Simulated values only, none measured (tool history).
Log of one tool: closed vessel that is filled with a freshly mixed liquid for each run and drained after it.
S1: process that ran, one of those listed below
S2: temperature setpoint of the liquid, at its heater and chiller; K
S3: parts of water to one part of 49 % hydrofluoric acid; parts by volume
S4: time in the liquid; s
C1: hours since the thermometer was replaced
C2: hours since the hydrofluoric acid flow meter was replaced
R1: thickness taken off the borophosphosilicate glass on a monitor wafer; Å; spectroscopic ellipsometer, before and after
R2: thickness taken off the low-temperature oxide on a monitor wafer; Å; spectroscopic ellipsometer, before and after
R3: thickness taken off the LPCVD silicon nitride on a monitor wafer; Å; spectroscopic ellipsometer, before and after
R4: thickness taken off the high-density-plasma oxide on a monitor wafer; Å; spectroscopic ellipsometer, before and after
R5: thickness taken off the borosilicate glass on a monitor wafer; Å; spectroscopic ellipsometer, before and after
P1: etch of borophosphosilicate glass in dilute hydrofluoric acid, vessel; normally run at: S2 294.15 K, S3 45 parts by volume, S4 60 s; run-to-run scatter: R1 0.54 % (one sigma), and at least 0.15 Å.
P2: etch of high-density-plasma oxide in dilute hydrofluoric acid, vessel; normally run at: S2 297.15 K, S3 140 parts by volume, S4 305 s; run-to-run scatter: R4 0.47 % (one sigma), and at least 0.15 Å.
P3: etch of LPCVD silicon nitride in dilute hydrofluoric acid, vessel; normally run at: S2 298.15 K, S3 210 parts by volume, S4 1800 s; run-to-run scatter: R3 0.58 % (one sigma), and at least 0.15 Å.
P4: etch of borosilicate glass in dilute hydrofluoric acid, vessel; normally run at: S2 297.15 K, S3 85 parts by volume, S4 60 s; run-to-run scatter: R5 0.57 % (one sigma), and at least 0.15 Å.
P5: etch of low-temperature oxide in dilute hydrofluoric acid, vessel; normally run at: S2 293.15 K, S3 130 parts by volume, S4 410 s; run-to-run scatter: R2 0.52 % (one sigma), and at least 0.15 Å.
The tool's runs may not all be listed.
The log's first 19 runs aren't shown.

run	hour	S1	S2	S3	S4	C1	C2	R1	R2	R3	R4	R5
20	167.8	P5	293.15	130	410	935.2	1417.3		557.53			
21	177.5	P1	294.15	30	30	944.9	1427	396.86				
22	187.4	P2	297.15	30	305	954.8	1436.9				1039.1	
23	193.8	P4	290.65	85	60	961.2	1443.3					295.52
24	202.5	P4	297.15	85	60	969.9	1452					386.12
# hour 211: hydrofluoric acid flow meter replaced
25	211.6	P5	293.15	130	410	979	0.7		555.72			
26	223.2	P4	297.15	85	30	990.6	12.3					194.22
27	236.5	P1	294.15	45	60	1003.9	25.6	515.71				
28	249.9	P4	297.15	35	60	1017.3	39					1008.2
29	259.6	P2	297.15	140	305	1027	48.7				194.19	
30	272.5	P1	294.15	45	60	1039.9	61.6	519.88				
31	279.6	P1	294.15	45	60	1047	68.7	516.55				
32	287.2	P1	294.15	45	60	1054.6	76.3	533.98				
33	294.6	P1	294.15	45	60	1062	83.7	537.69				
34	304.4	P1	294.15	45	60	1071.8	93.5	549.09				
35	316.7	P1	294.15	45	60	1084.1	105.8	556.47				
36	326.8	P1	294.15	45	60	1094.2	115.9	556.41				
37	338.1	P1	294.15	45	60	1105.5	127.2	556.98				
38	345.6	P1	294.15	45	60	1113	134.7	560.77				
39	351.7	P1	294.15	45	60	1119.1	140.8	562.86				

Run 40 comes next. What will it give?
40	357.7	P1	294.15	45	60	1125.1	146.8	?				

R1: 560.83 Å
